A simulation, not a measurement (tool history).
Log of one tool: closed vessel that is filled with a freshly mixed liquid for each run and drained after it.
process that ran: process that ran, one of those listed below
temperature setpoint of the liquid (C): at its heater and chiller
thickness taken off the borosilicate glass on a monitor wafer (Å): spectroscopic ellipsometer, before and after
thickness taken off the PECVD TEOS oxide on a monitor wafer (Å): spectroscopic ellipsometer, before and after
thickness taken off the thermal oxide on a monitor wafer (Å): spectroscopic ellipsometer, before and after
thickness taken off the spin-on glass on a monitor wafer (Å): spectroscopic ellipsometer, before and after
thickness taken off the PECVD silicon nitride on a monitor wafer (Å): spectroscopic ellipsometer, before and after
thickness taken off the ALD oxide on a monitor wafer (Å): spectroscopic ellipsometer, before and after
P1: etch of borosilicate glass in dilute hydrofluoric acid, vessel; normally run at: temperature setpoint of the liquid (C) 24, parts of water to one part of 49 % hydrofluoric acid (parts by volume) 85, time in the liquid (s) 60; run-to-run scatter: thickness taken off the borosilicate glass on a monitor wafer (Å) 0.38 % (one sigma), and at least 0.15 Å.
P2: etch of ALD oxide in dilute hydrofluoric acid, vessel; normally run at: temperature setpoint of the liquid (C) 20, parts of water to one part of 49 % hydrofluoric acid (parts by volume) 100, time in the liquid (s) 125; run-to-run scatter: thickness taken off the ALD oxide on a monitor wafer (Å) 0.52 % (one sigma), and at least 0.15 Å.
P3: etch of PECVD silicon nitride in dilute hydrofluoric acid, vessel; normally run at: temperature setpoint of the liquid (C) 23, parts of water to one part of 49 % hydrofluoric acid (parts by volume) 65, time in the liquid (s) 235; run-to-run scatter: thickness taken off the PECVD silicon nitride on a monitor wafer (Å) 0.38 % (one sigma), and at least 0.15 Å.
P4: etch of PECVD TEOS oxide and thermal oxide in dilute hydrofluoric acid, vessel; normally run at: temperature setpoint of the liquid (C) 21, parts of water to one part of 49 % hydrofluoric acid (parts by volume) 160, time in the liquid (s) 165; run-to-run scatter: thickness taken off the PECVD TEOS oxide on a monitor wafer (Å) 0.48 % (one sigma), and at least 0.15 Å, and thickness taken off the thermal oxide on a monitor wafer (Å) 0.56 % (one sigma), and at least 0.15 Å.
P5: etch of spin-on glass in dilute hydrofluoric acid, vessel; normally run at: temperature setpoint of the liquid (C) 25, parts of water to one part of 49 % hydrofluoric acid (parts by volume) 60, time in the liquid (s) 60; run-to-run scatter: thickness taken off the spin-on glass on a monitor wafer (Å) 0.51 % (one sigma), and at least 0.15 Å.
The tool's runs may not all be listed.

run   hour  process that ran  temperature setpoint of the liquid (C)  parts of water to one part of 49 % hydrofluoric acid (parts by volume)  time in the liquid (s)  hours since the thermometer was replaced  hours since the hydrofluoric acid flow meter was replaced  thickness taken off the borosilicate glass on a monitor wafer (Å)  thickness taken off the PECVD TEOS oxide on a monitor wafer (Å)  thickness taken off the thermal oxide on a monitor wafer (Å)  thickness taken off the spin-on glass on a monitor wafer (Å)  thickness taken off the PECVD silicon nitride on a monitor wafer (Å)  thickness taken off the ALD oxide on a monitor wafer (Å)
  1   12.8                P1                                      24                                                                      85                      60                                     742.8                                                      779.9                                                             304.17
  2   21.9                P1                                      24                                                                     140                     100                                     751.9                                                        789                                                             287.47
  3   38.2                P4                                      21                                                                     160                     165                                     768.2                                                      805.3                                                                                                                              87.639                                                        39.706
  4   49.9                P1                                      24                                                                      85                      30                                     779.9                                                        817                                                             151.72
  5   60.8                P1                                      24                                                                      25                      60                                     790.8                                                      827.9                                                             1110.6
  6   76.3                P5                                      17                                                                      60                      60                                     806.3                                                      843.4                                                                                                                                                                                                                                                          298.19
  7   87.9                P5                                      25                                                                      90                      60                                     817.9                                                        855                                                                                                                                                                                                                                                          266.77
  8   99.3                P4                                      21                                                                      80                     165                                     829.3                                                      866.4                                                                                                                              192.13                                                         86.71
  9  110.4                P4                                      21                                                                     160                      35                                     840.4                                                      877.5                                                                                                                                18.8                                                        8.3392
 10  127.8                P1                                      17                                                                      85                      60                                     857.8                                                      894.9                                                             227.61
 11  142.3                P1                                      24                                                                      85                      60                                     872.3                                                      909.4                                                             302.35
 12  154.2                P5                                      25                                                                      60                      60                                     884.2                                                      921.3                                                                                                                                                                                                                                                          414.84
 13    169                P1                                      24                                                                      85                      60                                       899                                                      936.1                                                             304.21
 14  177.6                P5                                      25                                                                      60                     100                                     907.6                                                      944.7                                                                                                                                                                                                                                                          693.08
 15    192                P1                                      24                                                                      85                      60                                       922                                                      959.1                                                             304.03
 16  205.5                P1                                      28                                                                      85                      60                                     935.5                                                      972.6                                                             354.11
 17  219.3                P1                                      24                                                                      85                      60                                     949.3                                                      986.4                                                             302.87
 18  228.9                P1                                      28                                                                      35                      60                                     958.9                                                        996                                                             924.28
 19  245.4                P3                                      23                                                                     100                     235                                     975.4                                                     1012.5                                                                                                                                                                                                                                                                                                                                53.085
 20    262                P4                                      21                                                                     160                     165                                       992                                                     1029.1                                                                                                                              87.985                                                        39.372
 21  278.6                P1                                      24                                                                      85                      95                                    1008.6                                                     1045.7                                                             480.69
     280.2  -- hydrofluoric acid flow meter replaced
 22  287.9                P5                                      25                                                                      60                      60                                    1017.9                                                        7.7                                                                                                                                                                                                                                                           414.6
 23  304.4                P2                                      20                                                                     100                     125                                    1034.4                                                       24.2                                                                                                                                                                                                                                                                                                                                                                                          344.18
 24  319.8                P3                                      17                                                                      65                     235                                    1049.8                                                       39.6                                                                                                                                                                                                                                                                                                                                53.362
 25  331.4                P2                                      20                                                                     100                      30                                    1061.4                                                       51.2                                                                                                                                                                                                                                                                                                                                                                                          82.263
 26  341.7                P4                                      28                                                                     160                     165                                    1071.7                                                       61.5                                                                                                                              113.78                                                        51.276
 27  358.4                P3                                      23                                                                      65                      30                                    1088.4                                                       78.2                                                                                                                                                                                                                                                                                                                                10.412
 28  373.9                P2                                      20                                                                     175                     125                                    1103.9                                                       93.7                                                                                                                                                                                                                                                                                                                                                                                          183.58
 29  387.9                P1                                      24                                                                      85                      60                                    1117.9                                                      107.7                                                             305.33
 30  399.9                P1                                      24                                                                     125                      60                                    1129.9                                                      119.7                                                             197.16
 31  413.1                P2                                    27.5                                                                     100                     125                                    1143.1                                                      132.9                                                                                                                                                                                                                                                                                                                                                                                          463.93
 32  428.7                P3                                      23                                                                      65                     235                                    1158.7                                                      148.5                                                                                                                                                                                                                                                                                                                                81.584
 33  444.3                P1                                      24                                                                      85                      60                                    1174.3                                                      164.1                                                              303.1
 34  453.9                P1                                      24                                                                      85                      60                                    1183.9                                                      173.7                                                             296.21
 35    467                P1                                      24                                                                      85                      60                                      1197                                                      186.8                                                             289.82
 36  484.1                P1                                      24                                                                      85                      60                                    1214.1                                                      203.9                                                             282.65
 37  502.8                P1                                      24                                                                      85                      60                                    1232.8                                                      222.6                                                             278.54
 38  512.3                P1                                      24                                                                      85                      60                                    1242.3                                                      232.1                                                             277.92
 39  524.3                P1                                      24                                                                      85                      60                                    1254.3                                                      244.1                                                             277.26
 40  534.5                P1                                      24                                                                      85                      60                                    1264.5                                                      254.3                                                             276.92
 41  543.7                P1                                      24                                                                      85                      60                                    1273.7                                                      263.5                                                             278.34
 42    555                P1                                      24                                                                      85                      60                                      1285                                                      274.8                                                             277.25
 43  571.2                P1                                      24                                                                      85                      60                                    1301.2                                                        291                                                             277.25

What P1 gives has crept away from where it was. These 2 causes fit the log equally well, each at the size given:
A: liquid colder than its thermometer reads (K) = 2.35
B: hydrofluoric acid flow below the setpoint (%) = 8.2
The creep began at about hour 444.3.

4 check runs are offered, one wafer each, their results left as question marks. Which one tells the causes apart?
check 1  587.4                P4                                      21                                                                     160                     165                                                                                                                                                                                                                                        ?                                                             ?
check 2  587.4                P2                                      20                                                                     100                     125                                                                                                                                                                                                                                                                                                                                                                                                                                                                                                    ?
check 3  587.4                P5                                      25                                                                      60                      60                                                                                                                                                                                                                                                                                                                                                                    ?
check 4  587.4                P3                                      23                                                                      65                     235                                                                                                                                                                                                                                                                                                                                                                                                                                          ?

What each check would give under each cause:
  check                                                                result    if A    if B
check 1       thickness taken off the PECVD TEOS oxide on a monitor wafer (Å)  80.077  79.492
check 1          thickness taken off the thermal oxide on a monitor wafer (Å)  36.015  35.752
check 2              thickness taken off the ALD oxide on a monitor wafer (Å)  311.49  312.14
check 3          thickness taken off the spin-on glass on a monitor wafer (Å)  376.99  378.27
check 4  thickness taken off the PECVD silicon nitride on a monitor wafer (Å)  69.165  74.626
How far apart the two closest causes lie, in the result that separates them most: check 1 0.73 %; check 2 0.21 %; check 3 0.34 %; check 4 7.6 %
Only check 4 tells the causes apart: in the others they would give nearly the same result.

Then check 4 was run and gave: thickness taken off the PECVD silicon nitride on a monitor wafer (Å) 74.845. Which cause is it?

It is B: hydrofluoric acid flow below the setpoint (%).
